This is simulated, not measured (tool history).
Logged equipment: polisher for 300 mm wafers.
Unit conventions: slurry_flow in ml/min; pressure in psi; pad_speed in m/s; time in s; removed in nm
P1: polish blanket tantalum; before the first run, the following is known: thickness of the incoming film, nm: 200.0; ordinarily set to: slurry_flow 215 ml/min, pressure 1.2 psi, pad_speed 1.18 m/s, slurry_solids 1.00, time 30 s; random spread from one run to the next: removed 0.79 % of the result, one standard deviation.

run     day  slurry_flow  pressure  pad_speed  slurry_solids  time  wafers polished on this pad  hours since the slurry nozzle was cleaned  hours since the head pressure was calibrated  hours since the slurry blender was calibrated  removed
  1   0.371          215       1.2       1.18           1.00    30                          378                                      168.5                                         106.8                                          156.4   31.513
  2   0.862          215       1.2       1.18           1.00    44                          529                                      180.3                                         118.6                                          168.2   46.012
  3   1.633          215       1.2       1.18           1.00    30                          767                                      198.8                                         137.1                                          186.7   31.607
  4   2.342          215       1.7       1.18           1.00    30                          986                                      215.8                                         154.1                                          203.7   44.554
  5   2.975          215       1.2       1.18           1.30    30                         1181                                      231.0                                         169.3                                          218.9   33.401
  6   3.704          215       1.2       1.82           1.00    16                         1406                                      248.5                                         186.8                                          236.4   26.056
  7   4.062          215       1.2       1.18           1.00    30                         1517                                      257.1                                         195.4                                          245.0   31.397
  8   4.667          300       1.2       1.18           1.00    30                         1703                                      271.6                                         209.9                                          259.5   33.097
  9   5.221          215       1.2       1.80           1.00    30                         1874                                      284.9                                         223.2                                          272.8   48.542
 10   5.879          215       1.2       1.18           1.00    30                         2077                                      300.7                                         239.0                                          288.6   31.344
 11   6.496          215       1.2       1.18           1.00    30                         2267                                      315.5                                         253.8                                          303.4   31.374
 12   7.004          215       0.8       1.18           1.00    30                         2424                                      327.7                                         266.0                                          315.6   21.173
 13   7.354          215       1.2       1.18           1.00    30                         2532                                      336.1                                         274.4                                          324.0   31.901
 14   7.700          215       1.2       1.18           1.00    14                         2639                                      344.4                                         282.7                                          332.3   14.521
 15   8.058          215       1.2       1.18           1.00    30                         2749                                      353.0                                         291.3                                          340.9   31.407
 16   8.621          215       1.2       1.18           0.55    30                         2923                                      366.5                                         304.8                                          354.4   25.486
 17   9.367          165       1.7       1.18           1.00    30                         3153                                      384.4                                         322.7                                          372.3   43.576
 18   9.804          130       1.2       1.18           1.00    30                         3288                                      394.9                                         333.2                                          382.8   29.444
 19  10.467          215       1.2       0.74           1.00    30                         3492                                      410.8                                         349.1                                          398.7   20.024
 20  11.092          215       1.2       1.18           1.00    30                         3685                                      425.8                                         364.1                                          413.7   31.879
 21  11.850          215       1.2       1.18           1.00    30                         3919                                      444.0                                         382.3                                          431.9   30.165
 22  12.275          215       1.2       1.18           1.00    30                         4050                                      454.2                                         392.5                                          442.1   30.120
 23  12.933          215       1.2       1.18           1.00    30                         4253                                      470.0                                         408.3                                          457.9   29.914
     13.304  -- worn pad replaced by a new one
 24  13.579          215       1.2       1.18           1.00    30                           85                                      485.5                                         423.8                                          473.4   29.407
 25  13.938          215       1.2       1.18           1.00    30                          196                                      494.1                                         432.4                                          482.0   29.339
 26  14.325          215       1.2       1.18           1.00    30                          315                                      503.4                                         441.7                                          491.3   29.594
 27  14.788          215       1.2       1.18           1.00    30                          458                                      514.5                                         452.8                                          502.4   28.815
     14.854  -- slurry nozzle cleaned
 28  15.133          215       1.2       1.18           1.00    30                          564                                        6.8                                         461.1                                          510.7   28.944
 29  15.658          215       1.2       1.18           1.00    30                          726                                       19.4                                         473.7                                          523.3   28.939
 30  16.079          215       1.2       1.18           1.00    30                          856                                       29.5                                         483.8                                          533.4   29.288
 31  16.475          215       1.2       1.18           1.00    30                          978                                       39.0                                         493.3                                          542.9   29.046

Compared with where it was, what P1 gives has crept away. Each cause listed below fits the log as well as the rest, at the size given for it:
A: head's pressure below its setpoint, % = 7.96
B: abrasive missing from the slurry, % = 23.2
At approximately day 11.092, the process output began to creep.
Excluded causes, each with its reason:
removal rate lost through wear of the pad, %: maintenance at day 13.304, after the shift began, did not return the process to its former output
slurry flow missing at the pad, %: maintenance at day 14.854, after the shift began, did not return the process to its former output

Which of the 4 check runs listed below, each an average over 5 wafers with its results shown as question marks, gives clearly different results under the different listed causes?
check 1  16.871          215       1.2       1.48           1.00    43                                                                                                                                                                             ?
check 2  16.871          275       1.2       1.18           1.00    18                                                                                                                                                                             ?
check 3  16.871          215       1.2       1.18           0.60    30                                                                                                                                                                             ?
check 4  16.871          295       1.2       1.62           1.00    30                                                                                                                                                                             ?

Outcome of each check run for each possible cause:
  check   result    if A    if B
check 1  removed  52.130  52.138
check 2  removed  17.876  17.879
check 3  removed  24.358  23.611
check 4  removed  41.176  41.182
Gap, in per cent, between the two causes that each check separates least, read from the result that separates them most: check 1 0.02 %; check 2 0.02 %; check 3 3.11 %; check 4 0.02 %
Only in check 3 would the causes give clearly different results; in the remaining checks their results would be nearly the same.

Then check 3 was run and gave: removed 23.557 nm. Which cause is it?

The cause is B: abrasive missing from the slurry, %.

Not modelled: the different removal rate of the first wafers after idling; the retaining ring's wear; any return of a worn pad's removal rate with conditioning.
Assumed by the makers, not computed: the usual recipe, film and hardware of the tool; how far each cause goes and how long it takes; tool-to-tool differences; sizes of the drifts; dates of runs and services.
